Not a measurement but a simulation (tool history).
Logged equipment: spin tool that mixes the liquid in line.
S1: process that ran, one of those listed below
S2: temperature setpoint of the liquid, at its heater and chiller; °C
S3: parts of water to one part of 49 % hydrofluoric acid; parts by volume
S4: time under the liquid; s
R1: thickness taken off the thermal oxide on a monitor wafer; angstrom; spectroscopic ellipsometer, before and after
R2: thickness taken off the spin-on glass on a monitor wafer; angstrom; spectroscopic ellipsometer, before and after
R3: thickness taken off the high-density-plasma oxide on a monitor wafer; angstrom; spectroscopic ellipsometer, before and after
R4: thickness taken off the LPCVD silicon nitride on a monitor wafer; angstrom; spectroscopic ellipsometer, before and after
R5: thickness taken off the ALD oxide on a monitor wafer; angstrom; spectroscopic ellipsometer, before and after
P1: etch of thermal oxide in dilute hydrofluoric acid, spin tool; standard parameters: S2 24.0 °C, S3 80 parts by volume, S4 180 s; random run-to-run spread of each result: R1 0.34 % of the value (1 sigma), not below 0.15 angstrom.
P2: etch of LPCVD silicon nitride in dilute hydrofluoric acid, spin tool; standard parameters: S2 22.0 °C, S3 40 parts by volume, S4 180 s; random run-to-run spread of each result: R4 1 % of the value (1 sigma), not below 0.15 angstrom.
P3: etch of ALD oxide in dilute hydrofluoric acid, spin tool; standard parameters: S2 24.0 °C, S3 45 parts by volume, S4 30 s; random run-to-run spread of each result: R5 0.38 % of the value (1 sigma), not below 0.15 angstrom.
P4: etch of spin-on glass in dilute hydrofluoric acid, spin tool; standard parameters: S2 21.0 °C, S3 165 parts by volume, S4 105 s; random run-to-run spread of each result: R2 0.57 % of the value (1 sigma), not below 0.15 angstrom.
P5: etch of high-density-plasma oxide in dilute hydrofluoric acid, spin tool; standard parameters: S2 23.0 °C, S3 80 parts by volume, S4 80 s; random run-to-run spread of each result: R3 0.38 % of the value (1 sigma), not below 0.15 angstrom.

{"run": 1, "hour": 6.5, "S1": "P1", "S2": 24.0, "S3": 80, "S4": 180, "R1": 111.26}
{"run": 2, "hour": 13.6, "S1": "P1", "S2": 24.0, "S3": 80, "S4": 15, "R1": 9.1487}
{"run": 3, "hour": 20.5, "S1": "P1", "S2": 24.0, "S3": 120, "S4": 180, "R1": 70.183}
{"run": 4, "hour": 27.7, "S1": "P1", "S2": 30.5, "S3": 80, "S4": 100, "R1": 79.313}
{"run": 5, "hour": 31.8, "S1": "P4", "S2": 21.0, "S3": 290, "S4": 105, "R2": 84.877}
{"run": 6, "hour": 39.5, "S1": "P5", "S2": 17.0, "S3": 80, "S4": 80, "R3": 49.428}
{"run": 7, "hour": 44.8, "S1": "P2", "S2": 22.0, "S3": 40, "S4": 180, "R4": 20.653}
{"run": 8, "hour": 51.7, "S1": "P5", "S2": 23.0, "S3": 35, "S4": 80, "R3": 153.01}
{"run": 9, "hour": 56.4, "S1": "P4", "S2": 21.0, "S3": 165, "S4": 105, "R2": 169.31}
{"run": 10, "hour": 64.1, "S1": "P1", "S2": 24.0, "S3": 40, "S4": 180, "R1": 232.76}
{"run": 11, "hour": 68.2, "S1": "P3", "S2": 24.0, "S3": 45, "S4": 30, "R5": 131.02}
{"run": 12, "hour": 73.9, "S1": "P1", "S2": 17.0, "S3": 80, "S4": 180, "R1": 82.904}
{"run": 13, "hour": 80.3, "S1": "P1", "S2": 24.0, "S3": 80, "S4": 340, "R1": 210.43}
{"run": 14, "hour": 87.8, "S1": "P4", "S2": 27.0, "S3": 165, "S4": 105, "R2": 212.45}
{"run": 15, "hour": 92.7, "S1": "P3", "S2": 17.0, "S3": 45, "S4": 30, "R5": 96.831}
{"run": 16, "hour": 99.9, "S1": "P5", "S2": 23.0, "S3": 80, "S4": 140, "R3": 110.73}
{"run": 17, "hour": 104.1, "S1": "P2", "S2": 22.0, "S3": 25, "S4": 180, "R4": 32.854}
{"run": 18, "hour": 111.3, "S1": "P5", "S2": 23.0, "S3": 80, "S4": 80, "R3": 64.001}
{"run": 19, "hour": 118.0, "S1": "P2", "S2": 22.0, "S3": 40, "S4": 180, "R4": 20.691}
{"run": 20, "hour": 121.7, "S1": "P3", "S2": 24.0, "S3": 45, "S4": 15, "R5": 65.779}
{"run": 21, "hour": 129.1, "S1": "P1", "S2": 24.0, "S3": 80, "S4": 180, "R1": 110.81}
{"run": 22, "hour": 134.0, "S1": "P2", "S2": 28.5, "S3": 40, "S4": 180, "R4": 32.827}
{"run": 23, "hour": 137.4, "S1": "P1", "S2": 24.0, "S3": 80, "S4": 180, "R1": 110.23}
{"run": 24, "hour": 143.9, "S1": "P2", "S2": 22.0, "S3": 40, "S4": 270, "R4": 30.26}
{"run": 25, "hour": 150.7, "S1": "P4", "S2": 21.0, "S3": 165, "S4": 180, "R2": 289.46}
{"run": 26, "hour": 154.5, "S1": "P5", "S2": 23.0, "S3": 80, "S4": 80, "R3": 63.699}
{"run": 27, "hour": 160.6, "S1": "P3", "S2": 24.0, "S3": 75, "S4": 30, "R5": 75.835}
{"run": 28, "hour": 168.1, "S1": "P1", "S2": 30.5, "S3": 80, "S4": 180, "R1": 142.86}
{"run": 29, "hour": 173.3, "S1": "P4", "S2": 21.0, "S3": 165, "S4": 105, "R2": 169.86}
{"run": 30, "hour": 178.4, "S1": "P3", "S2": 24.0, "S3": 45, "S4": 30, "R5": 130.59}
{"run": 31, "hour": 186.0, "S1": "P1", "S2": 24.0, "S3": 80, "S4": 180, "R1": 110.4}
{"run": 32, "hour": 193.3, "S1": "P1", "S2": 24.0, "S3": 80, "S4": 180, "R1": 110.84}
{"run": 33, "hour": 200.9, "S1": "P1", "S2": 24.0, "S3": 80, "S4": 180, "R1": 115.75}
{"run": 34, "hour": 207.0, "S1": "P1", "S2": 24.0, "S3": 80, "S4": 180, "R1": 117.3}
{"run": 35, "hour": 211.8, "S1": "P1", "S2": 24.0, "S3": 80, "S4": 180, "R1": 118.55}
{"run": 36, "hour": 217.1, "S1": "P1", "S2": 24.0, "S3": 80, "S4": 180, "R1": 119.76}
{"run": 37, "hour": 223.7, "S1": "P1", "S2": 24.0, "S3": 80, "S4": 180, "R1": 119.83}
{"run": 38, "hour": 230.3, "S1": "P1", "S2": 24.0, "S3": 80, "S4": 180, "R1": 121.02}
{"run": 39, "hour": 236.4, "S1": "P1", "S2": 24.0, "S3": 80, "S4": 180, "R1": 121.16}
{"run": 40, "hour": 241.9, "S1": "P1", "S2": 24.0, "S3": 80, "S4": 180, "R1": 121.4}
{"run": 41, "hour": 249.1, "S1": "P1", "S2": 24.0, "S3": 80, "S4": 180, "R1": 121.22}

P1 has crept away from where it was. The log is fitted equally well by each of these 2 causes, at the sizes shown:
A: liquid hotter than its thermometer reads (K) = 2.39
B: hydrofluoric acid flow above the setpoint (%) = 9.03
The drift started at roughly hour 193.3.

4 check runs are offered, each on 2 wafers whose results are averaged, their results left as question marks. Which one tells the causes apart?
{"run": "check 1", "hour": 256.3, "S1": "P3", "S2": 24.0, "S3": 45, "S4": 30, "R5": "?"}
{"run": "check 2", "hour": 256.3, "S1": "P2", "S2": 22.0, "S3": 40, "S4": 180, "R4": "?"}
{"run": "check 3", "hour": 256.3, "S1": "P5", "S2": 23.0, "S3": 80, "S4": 80, "R3": "?"}
{"run": "check 4", "hour": 256.3, "S1": "P4", "S2": 21.0, "S3": 165, "S4": 105, "R2": "?"}

Expected result of each check under each candidate cause:
check=check_1 result=R5 if_A=144.700 if_B=143.780
check=check_2 result=R4 if_A=24.414 if_B=22.558
check=check_3 result=R3 if_A=69.967 if_B=69.884
check=check_4 result=R2 if_A=185.550 if_B=187.190
Smallest distance between any two causes, each pair judged by its most separating result, in per cent: check 1 0.63 %; check 2 7.91 %; check 3 0.12 %; check 4 0.88 %
Check 2 tells the causes apart: in the others they would give nearly the same result.

Check 2 was carried out, with these results: R4 22.623 angstrom. Which of the listed causes is responsible?

It was cause B: hydrofluoric acid flow above the setpoint (%).
